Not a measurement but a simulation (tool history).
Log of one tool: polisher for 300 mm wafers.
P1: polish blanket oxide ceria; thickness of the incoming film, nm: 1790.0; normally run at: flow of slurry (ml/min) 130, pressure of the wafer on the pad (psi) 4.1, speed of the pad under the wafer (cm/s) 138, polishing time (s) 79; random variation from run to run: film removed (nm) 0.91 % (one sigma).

run   hour  flow of slurry (ml/min)  pressure of the wafer on the pad (psi)  speed of the pad under the wafer (cm/s)  polishing time (s)  wafers polished on this pad  hours since the slurry nozzle was cleaned  hours since the head pressure was calibrated  film removed (nm)
  1    5.6                      130                                     4.1                                      138                  79                          663                                      474.9                                         300.5             629.35
  2   12.3                      130                                     4.1                                      138                  79                          730                                      481.6                                         307.2             625.47
  3   16.1                      205                                     4.1                                      138                  79                          768                                      485.4                                         311.0             673.93
  4   21.5                      185                                     4.1                                      178                  79                          822                                      490.8                                         316.4             846.56
  5   27.6                      130                                     2.6                                      138                  79                          883                                      496.9                                         322.5             390.10
  6   34.1                      130                                     4.1                                      138                  79                          949                                      503.4                                         329.0             627.70
  7   40.5                      130                                     4.1                                      138                  79                         1013                                      509.8                                         335.4             623.00
  8   48.1                      130                                     5.5                                      138                  79                         1089                                      517.4                                         343.0             838.82
  9   52.7                      130                                     4.1                                       62                  79                         1135                                      522.0                                         347.6             282.55
 10   57.3                      130                                     4.1                                      138                 114                         1181                                      526.6                                         352.2             916.58
 11   63.8                      130                                     4.1                                      138                  47                         1246                                      533.1                                         358.7             370.91
 12   69.2                       80                                     4.1                                      138                  79                         1301                                      538.5                                         364.1             552.09
 13   75.4                      130                                     4.1                                      200                  79                         1363                                      544.7                                         370.3             908.75
 14   80.4                      130                                     4.1                                      138                  79                         1413                                      549.7                                         375.3             621.73
 15   85.3                      130                                     4.1                                      138                  79                         1462                                      554.6                                         380.2             625.44
 16   92.3                      130                                     4.1                                      138                  79                         1532                                      561.6                                         387.2             625.39
 17   96.6                      130                                     4.1                                      138                  79                         1575                                      565.9                                         391.5             604.51
 18  102.6                      130                                     4.1                                      138                  79                         1635                                      571.9                                         397.5             583.52
 19  108.7                      130                                     4.1                                      138                  79                         1697                                      578.0                                         403.6             568.46
 20  115.1                      130                                     4.1                                      138                  79                         1761                                      584.4                                         410.0             564.95
 21  119.4                      130                                     4.1                                      138                  79                         1804                                      588.7                                         414.3             558.37
 22  124.3                      130                                     4.1                                      138                  79                         1853                                      593.6                                         419.2             553.22
 23  128.3                      130                                     4.1                                      138                  79                         1893                                      597.6                                         423.2             552.79
     130.2  -- head pressure recalibrated
 24  136.5                      130                                     4.1                                      138                  79                         1975                                      605.8                                           6.3             555.36
 25  141.3                      130                                     4.1                                      138                  79                         2023                                      610.6                                          11.1             549.16

Run 26 comes next. What will it give?
 26  145.2                      130                                     4.1                                      138                  79                         2062                                      614.5                                          15.0                  ?

Run 26 gave film removed (nm) 546.70.
